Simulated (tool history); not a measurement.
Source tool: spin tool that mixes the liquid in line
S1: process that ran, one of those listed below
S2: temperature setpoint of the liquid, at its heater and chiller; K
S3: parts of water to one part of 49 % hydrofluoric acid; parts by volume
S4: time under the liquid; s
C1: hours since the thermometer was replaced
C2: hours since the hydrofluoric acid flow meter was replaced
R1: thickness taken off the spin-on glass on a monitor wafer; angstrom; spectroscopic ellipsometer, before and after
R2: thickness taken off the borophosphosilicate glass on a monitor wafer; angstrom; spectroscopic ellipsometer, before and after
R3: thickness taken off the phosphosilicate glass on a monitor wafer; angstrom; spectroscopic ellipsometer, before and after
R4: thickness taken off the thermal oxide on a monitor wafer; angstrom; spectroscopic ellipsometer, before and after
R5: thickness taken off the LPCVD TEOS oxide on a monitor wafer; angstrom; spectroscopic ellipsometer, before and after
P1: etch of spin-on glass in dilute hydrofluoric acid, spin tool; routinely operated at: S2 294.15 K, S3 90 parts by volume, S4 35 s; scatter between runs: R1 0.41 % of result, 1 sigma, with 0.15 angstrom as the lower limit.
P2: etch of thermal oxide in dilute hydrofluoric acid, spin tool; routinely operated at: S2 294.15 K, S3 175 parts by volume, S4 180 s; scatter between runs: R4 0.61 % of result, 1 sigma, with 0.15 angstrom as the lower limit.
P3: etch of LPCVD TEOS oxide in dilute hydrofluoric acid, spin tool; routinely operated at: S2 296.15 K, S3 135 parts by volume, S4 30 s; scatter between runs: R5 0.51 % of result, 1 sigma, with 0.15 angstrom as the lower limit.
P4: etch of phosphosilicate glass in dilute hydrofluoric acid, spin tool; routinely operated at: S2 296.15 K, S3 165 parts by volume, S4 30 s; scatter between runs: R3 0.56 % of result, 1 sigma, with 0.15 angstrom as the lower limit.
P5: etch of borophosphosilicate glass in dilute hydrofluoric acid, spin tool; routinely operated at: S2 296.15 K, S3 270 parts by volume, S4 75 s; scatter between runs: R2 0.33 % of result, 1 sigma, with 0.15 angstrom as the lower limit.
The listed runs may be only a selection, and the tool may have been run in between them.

run	day	S1	S2	S3	S4	C1	C2	R1	R2	R3	R4	R5
1	0.258	P1	294.15	90	35	721.7	1674.1	127.250				
2	0.575	P1	294.15	90	60	729.3	1681.7	217.040				
3	0.833	P1	294.15	90	35	735.5	1687.9	126.660				
4	1.017	P1	290.15	90	35	739.9	1692.3	107.660				
5	1.342	P5	296.15	270	75	747.7	1700.1		131.270			
6	1.596	P1	294.15	90	35	753.8	1706.2	127.150				
7	1.862	P4	296.15	165	15	760.2	1712.6			108.13		
8	2.183	P2	294.15	175	55	767.9	1720.3				11.935	
9	2.379	P1	294.15	90	35	772.6	1725.0	127.330				
10	2.575	P5	296.15	490	75	777.3	1729.7		59.538			
11	2.867	P4	300.65	165	30	784.3	1736.7			259.45		
# day 3.029: hydrofluoric acid flow meter replaced
12	3.038	P4	296.15	35	30	788.4	0.3			1203.20		
13	3.317	P1	301.15	90	35	795.1	7.0	167.570				
14	3.612	P2	294.15	35	180	802.2	14.1				234.940	
15	3.846	P3	290.65	135	30	807.8	19.7					37.657
16	4.017	P1	294.15	50	15	811.9	23.8	102.480				
17	4.283	P1	294.15	90	35	818.3	30.2	126.880				
18	4.604	P1	294.15	150	15	826.0	37.9	30.780				
19	4.850	P3	296.15	135	30	831.9	43.8					46.552
20	5.046	P1	294.15	90	35	836.6	48.5	127.160				
21	5.200	P2	294.15	175	180	840.3	52.2				40.234	
22	5.521	P5	303.65	270	75	848.0	59.9		169.310			
23	5.838	P1	294.15	90	15	855.6	67.5	54.571				
24	6.154	P5	296.15	270	130	863.2	75.1		227.970			
25	6.375	P4	296.15	165	30	868.5	80.4			217.81		
26	6.612	P1	294.15	160	35	874.2	86.1	66.068				
27	6.862	P1	294.15	50	35	880.2	92.1	237.890				
28	7.121	P1	294.15	135	20	886.4	98.3	45.994				
29	7.338	P2	290.15	175	180	891.6	103.5				34.066	
30	7.654	P5	296.15	270	75	899.2	111.1		131.410			
31	7.921	P3	296.15	45	30	905.6	117.5					158.700
32	8.150	P3	296.15	135	60	911.1	123.0					94.786
33	8.333	P1	294.15	90	35	915.5	127.4	127.440				
34	8.638	P1	294.15	90	35	922.8	134.7	133.900				
35	8.796	P1	294.15	90	35	926.6	138.5	135.430				
36	8.983	P1	294.15	90	35	931.1	143.0	136.130				
37	9.288	P1	294.15	90	35	938.4	150.3	138.430				
38	9.467	P1	294.15	90	35	942.7	154.6	137.820				
39	9.688	P1	294.15	90	35	948.0	159.9	139.010				

P1 no longer gives what it gave before; its output has crept away from where it was. The following 2 causes, each at its listed size, fit the log equally well:
A: hydrofluoric acid flow above the setpoint (%) = 8.04
B: liquid hotter than its thermometer reads (K) = 2.1
The creep began at about day 8.333.

Each of the 4 check runs below uses one wafer; its results are left as question marks. Which run tells the causes apart?
check 1	9.908	P2	290.15	50	180						?	
check 2	9.908	P3	296.15	55	50							?
check 3	9.908	P4	300.15	40	30					?		
check 4	9.908	P5	296.15	460	105				?			

Expected result of each check under each candidate cause:
check	result	if A	if B
check 1	R4	147.100	148.440
check 2	R5	230.560	231.370
check 3	R3	1341.60	1345.30
check 4	R2	101.400	97.467
Minimum pairwise separation of causes per check, each pair taken at its best-separating result: check 1 0.91 %; check 2 0.35 %; check 3 0.27 %; check 4 3.96 %
Of the check runs offered, only check 4 discriminates between the causes; the rest would read about the same regardless of which cause applies.

With check 4 done, the readings were: R2 97.005 angstrom. Identify which of the listed causes applies.

The correct cause is B, namely: liquid hotter than its thermometer reads (K).
